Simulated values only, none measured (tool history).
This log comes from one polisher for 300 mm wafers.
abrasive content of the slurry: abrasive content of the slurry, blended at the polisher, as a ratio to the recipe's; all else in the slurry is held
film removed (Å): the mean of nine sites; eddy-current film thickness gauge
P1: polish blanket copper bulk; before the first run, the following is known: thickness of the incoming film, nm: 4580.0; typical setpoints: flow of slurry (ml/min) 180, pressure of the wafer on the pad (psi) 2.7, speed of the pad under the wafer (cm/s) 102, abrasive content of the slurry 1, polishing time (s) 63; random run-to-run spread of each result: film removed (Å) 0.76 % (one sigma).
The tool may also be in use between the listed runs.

| run | hour | flow of slurry (ml/min) | pressure of the wafer on the pad (psi) | speed of the pad under the wafer (cm/s) | abrasive content of the slurry | polishing time (s) | wafers polished on this pad | hours since the slurry nozzle was cleaned | hours since the head pressure was calibrated | hours since the slurry blender was calibrated | film removed (Å) |
|---|---|---|---|---|---|---|---|---|---|---|---|
| 1 | 6.3 | 180 | 2.7 | 102 | 1 | 63 | 661 | 377.7 | 262.6 | 129.8 | 4963.6 |
| 2 | 10.8 | 180 | 2.7 | 102 | 1 | 63 | 722 | 382.2 | 267.1 | 134.3 | 4949.1 |
| 3 | 17.1 | 180 | 3.9 | 102 | 1 | 63 | 807 | 388.5 | 273.4 | 140.6 | 7109.1 |
| 4 | 23 | 180 | 2.7 | 102 | 1 | 63 | 886 | 394.4 | 279.3 | 146.5 | 4847.4 |
|  | 26 | slurry blender recalibrated |
| 5 | 26.3 | 110 | 2.7 | 102 | 1 | 63 | 931 | 397.7 | 282.6 | 0.4 | 4542.8 |
| 6 | 30.7 | 180 | 2.7 | 102 | 1.25 | 63 | 990 | 402.1 | 287 | 4.8 | 5196.8 |
| 7 | 37.2 | 180 | 1.5 | 102 | 1 | 63 | 1078 | 408.6 | 293.5 | 11.3 | 2716.1 |
| 8 | 41.9 | 110 | 2.7 | 48 | 1 | 63 | 1141 | 413.3 | 298.2 | 16 | 2106.6 |
| 9 | 47.8 | 180 | 2.7 | 102 | 0.7 | 63 | 1221 | 419.2 | 304.1 | 21.9 | 4586.2 |
| 10 | 51.6 | 180 | 2.7 | 162 | 1 | 63 | 1272 | 423 | 307.9 | 25.7 | 7754.7 |
| 11 | 57.4 | 180 | 2.7 | 102 | 1 | 63 | 1350 | 428.8 | 313.7 | 31.5 | 4948.4 |
| 12 | 61.5 | 180 | 2.7 | 102 | 1 | 83 | 1405 | 432.9 | 317.8 | 35.6 | 6509.2 |
| 13 | 67 | 180 | 2.7 | 46 | 1 | 63 | 1479 | 438.4 | 323.3 | 41.1 | 2208.1 |
| 14 | 72.9 | 180 | 2.7 | 102 | 1 | 28 | 1559 | 444.3 | 329.2 | 47 | 2175.1 |
| 15 | 78.8 | 180 | 2.7 | 102 | 1 | 63 | 1638 | 450.2 | 335.1 | 52.9 | 4878.9 |
| 16 | 82.4 | 250 | 2.7 | 102 | 1 | 63 | 1687 | 453.8 | 338.7 | 56.5 | 5141.1 |
| 17 | 86.2 | 180 | 2.7 | 102 | 1 | 63 | 1738 | 457.6 | 342.5 | 60.3 | 4999.6 |
| 18 | 90.7 | 180 | 2.7 | 102 | 1 | 63 | 1799 | 462.1 | 347 | 64.8 | 4710 |
| 19 | 96.2 | 180 | 2.7 | 102 | 1 | 63 | 1873 | 467.6 | 352.5 | 70.3 | 4739.5 |
| 20 | 99.9 | 180 | 2.7 | 102 | 1 | 63 | 1923 | 471.3 | 356.2 | 74 | 4670.7 |
|  | 101.6 | head pressure recalibrated |
| 21 | 106.4 | 180 | 2.7 | 102 | 1 | 63 | 2011 | 477.8 | 4.8 | 80.5 | 4628.1 |
|  | 111.3 | worn pad replaced by a new one |
| 22 | 112.3 | 180 | 2.7 | 102 | 1 | 63 | 14 | 483.7 | 10.7 | 86.4 | 4596.9 |
| 23 | 117.2 | 180 | 2.7 | 102 | 1 | 63 | 80 | 488.6 | 15.6 | 91.3 | 4564.7 |
| 24 | 122.6 | 180 | 2.7 | 102 | 1 | 63 | 153 | 494 | 21 | 96.7 | 4513.3 |

What P1 gives has crept off from where it sat before. The 2 causes that follow fit the log equally well, each at the size noted:
A: slurry flow missing at the pad, % = 32
B: abrasive missing from the slurry, % = 27.7
The gradual shift began around hour 86.2.
Excluded causes, each with its reason:
removal rate lost through wear of the pad, %: serviced at hour 111.3, after the change had begun; the process did not return to its earlier output
head's pressure below its setpoint, %: serviced at hour 101.6, after the change had begun; the process did not return to its earlier output

The list below offers 4 check runs, each averaging the results of 5 wafers, and shows each result as a question mark. For which of them would the listed causes give clearly different results?
| check 1 | 128 | 180 | 2.7 | 54 | 1 | 42 |  |  |  |  | ? |
| check 2 | 128 | 180 | 1.9 | 102 | 1 | 63 |  |  |  |  | ? |
| check 3 | 128 | 180 | 2.7 | 102 | 1 | 44 |  |  |  |  | ? |
| check 4 | 128 | 125 | 2.7 | 102 | 1 | 63 |  |  |  |  | ? |

Outcome of each check run for each possible cause:
| check | result | if A | if B |
|---|---|---|---|
| check 1 | film removed (Å) | 1620.8 | 1620.5 |
| check 2 | film removed (Å) | 3231.7 | 3231.1 |
| check 3 | film removed (Å) | 3207.4 | 3206.8 |
| check 4 | film removed (Å) | 4196.7 | 4308.6 |
Per check, the gap between the least separated pair of causes, taken in the result that splits them most: check 1 0.02 %; check 2 0.02 %; check 3 0.02 %; check 4 2.63 %
Of the check runs offered, only check 4 discriminates between the causes; the rest would read about the same regardless of which cause applies.

Check 4 was carried out, with these results: film removed (Å) 4285.2. Which of the listed causes is responsible?

Of the candidate causes, it is B: abrasive missing from the slurry, %.
